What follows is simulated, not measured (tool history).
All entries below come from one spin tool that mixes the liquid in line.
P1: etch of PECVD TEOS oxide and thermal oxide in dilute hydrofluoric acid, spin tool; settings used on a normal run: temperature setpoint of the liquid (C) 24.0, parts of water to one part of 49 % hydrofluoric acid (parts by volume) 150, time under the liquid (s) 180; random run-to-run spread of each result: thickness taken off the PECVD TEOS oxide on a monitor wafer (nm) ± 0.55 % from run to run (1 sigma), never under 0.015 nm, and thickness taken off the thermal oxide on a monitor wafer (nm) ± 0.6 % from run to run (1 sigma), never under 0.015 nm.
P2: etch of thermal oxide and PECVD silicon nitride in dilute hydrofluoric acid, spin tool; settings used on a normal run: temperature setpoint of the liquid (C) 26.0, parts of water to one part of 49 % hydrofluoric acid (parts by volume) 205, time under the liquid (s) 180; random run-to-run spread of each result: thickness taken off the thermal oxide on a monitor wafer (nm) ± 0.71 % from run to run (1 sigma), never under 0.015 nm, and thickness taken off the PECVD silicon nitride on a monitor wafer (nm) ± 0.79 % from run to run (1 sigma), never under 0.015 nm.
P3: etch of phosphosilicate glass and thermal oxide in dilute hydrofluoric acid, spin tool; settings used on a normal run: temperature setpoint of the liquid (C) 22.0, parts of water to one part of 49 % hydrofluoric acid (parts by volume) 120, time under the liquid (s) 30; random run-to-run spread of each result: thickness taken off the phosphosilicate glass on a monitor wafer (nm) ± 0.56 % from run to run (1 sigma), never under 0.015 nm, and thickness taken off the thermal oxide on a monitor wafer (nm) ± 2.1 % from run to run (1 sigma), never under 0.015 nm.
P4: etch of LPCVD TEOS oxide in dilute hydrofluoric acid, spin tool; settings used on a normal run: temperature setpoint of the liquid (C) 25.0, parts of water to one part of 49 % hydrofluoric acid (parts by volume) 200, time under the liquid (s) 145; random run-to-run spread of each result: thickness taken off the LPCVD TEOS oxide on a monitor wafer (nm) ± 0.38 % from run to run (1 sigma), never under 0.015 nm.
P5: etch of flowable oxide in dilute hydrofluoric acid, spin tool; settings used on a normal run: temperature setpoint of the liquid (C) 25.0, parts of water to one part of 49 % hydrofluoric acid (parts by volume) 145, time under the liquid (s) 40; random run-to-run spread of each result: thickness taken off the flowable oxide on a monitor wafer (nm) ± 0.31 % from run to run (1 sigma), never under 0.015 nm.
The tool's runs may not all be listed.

| run | day | process that ran | temperature setpoint of the liquid (C) | parts of water to one part of 49 % hydrofluoric acid (parts by volume) | time under the liquid (s) | thickness taken off the PECVD TEOS oxide on a monitor wafer (nm) | thickness taken off the thermal oxide on a monitor wafer (nm) | thickness taken off the PECVD silicon nitride on a monitor wafer (nm) | thickness taken off the flowable oxide on a monitor wafer (nm) | thickness taken off the LPCVD TEOS oxide on a monitor wafer (nm) | thickness taken off the phosphosilicate glass on a monitor wafer (nm) |
|---|---|---|---|---|---|---|---|---|---|---|---|
| 1 | 0.300 | P1 | 24.0 | 150 | 180 | 9.4544 | 4.94050 |  |  |  |  |
| 2 | 0.529 | P2 | 21.0 | 205 | 180 |  | 3.30350 | 2.27300 |  |  |  |
| 3 | 0.962 | P1 | 28.0 | 250 | 180 | 5.8163 | 3.07090 |  |  |  |  |
| 4 | 1.425 | P2 | 26.0 | 205 | 20 |  | 0.43977 | 0.33289 |  |  |  |
| 5 | 1.654 | P1 | 24.0 | 230 | 180 | 5.7288 | 2.96970 |  |  |  |  |
| 6 | 2.008 | P5 | 18.0 | 145 | 40 |  |  |  | 6.9777 |  |  |
| 7 | 2.233 | P1 | 24.0 | 150 | 180 | 9.4586 | 4.99150 |  |  |  |  |
| 8 | 2.696 | P4 | 25.0 | 200 | 145 |  |  |  |  | 22.785 |  |
| 9 | 2.967 | P2 | 26.0 | 75 | 180 |  | 12.75000 | 8.32860 |  |  |  |
| 10 | 3.188 | P3 | 22.0 | 215 | 30 |  | 0.53294 |  |  |  | 8.1617 |
| 11 | 3.600 | P1 | 24.0 | 35 | 180 | 46.7370 | 24.27700 |  |  |  |  |
|  | 3.883 | hydrofluoric acid flow meter replaced |
| 12 | 4.012 | P3 | 22.0 | 120 | 30 |  | 1.15530 |  |  |  | 16.1620 |
| 13 | 4.433 | P5 | 25.0 | 30 | 40 |  |  |  | 51.2270 |  |  |
| 14 | 4.692 | P5 | 25.0 | 145 | 40 |  |  |  | 9.1419 |  |  |
| 15 | 4.996 | P1 | 24.0 | 150 | 315 | 16.5680 | 8.77430 |  |  |  |  |
| 16 | 5.279 | P3 | 27.5 | 120 | 30 |  | 1.36370 |  |  |  | 19.8840 |
| 17 | 5.646 | P1 | 24.0 | 150 | 30 | 1.5792 | 0.82117 |  |  |  |  |
| 18 | 5.979 | P2 | 26.0 | 205 | 180 |  | 3.94370 | 3.08930 |  |  |  |
| 19 | 6.392 | P4 | 31.5 | 200 | 145 |  |  |  |  | 29.098 |  |
| 20 | 6.812 | P4 | 25.0 | 280 | 145 |  |  |  |  | 15.196 |  |
| 21 | 7.129 | P3 | 22.0 | 120 | 15 |  | 0.53897 |  |  |  | 8.0940 |
| 22 | 7.529 | P2 | 26.0 | 205 | 180 |  | 3.99250 | 3.06660 |  |  |  |
| 23 | 7.758 | P5 | 25.0 | 145 | 65 |  |  |  | 14.9730 |  |  |
| 24 | 8.088 | P1 | 24.0 | 150 | 180 | 9.4293 | 4.98690 |  |  |  |  |
| 25 | 8.521 | P1 | 19.0 | 150 | 180 | 7.7171 | 4.10820 |  |  |  |  |
| 26 | 8.854 | P4 | 25.0 | 200 | 240 |  |  |  |  | 38.021 |  |
| 27 | 9.171 | P1 | 24.0 | 150 | 180 | 9.5013 | 5.02560 |  |  |  |  |

Expected results for the next run?
| 28 | 9.629 | P1 | 28.0 | 150 | 180 | ? | ? |  |  |  |  |

Run 28 measured thickness taken off the PECVD TEOS oxide on a monitor wafer (nm) 10.9820, thickness taken off the thermal oxide on a monitor wafer (nm) 5.68400.

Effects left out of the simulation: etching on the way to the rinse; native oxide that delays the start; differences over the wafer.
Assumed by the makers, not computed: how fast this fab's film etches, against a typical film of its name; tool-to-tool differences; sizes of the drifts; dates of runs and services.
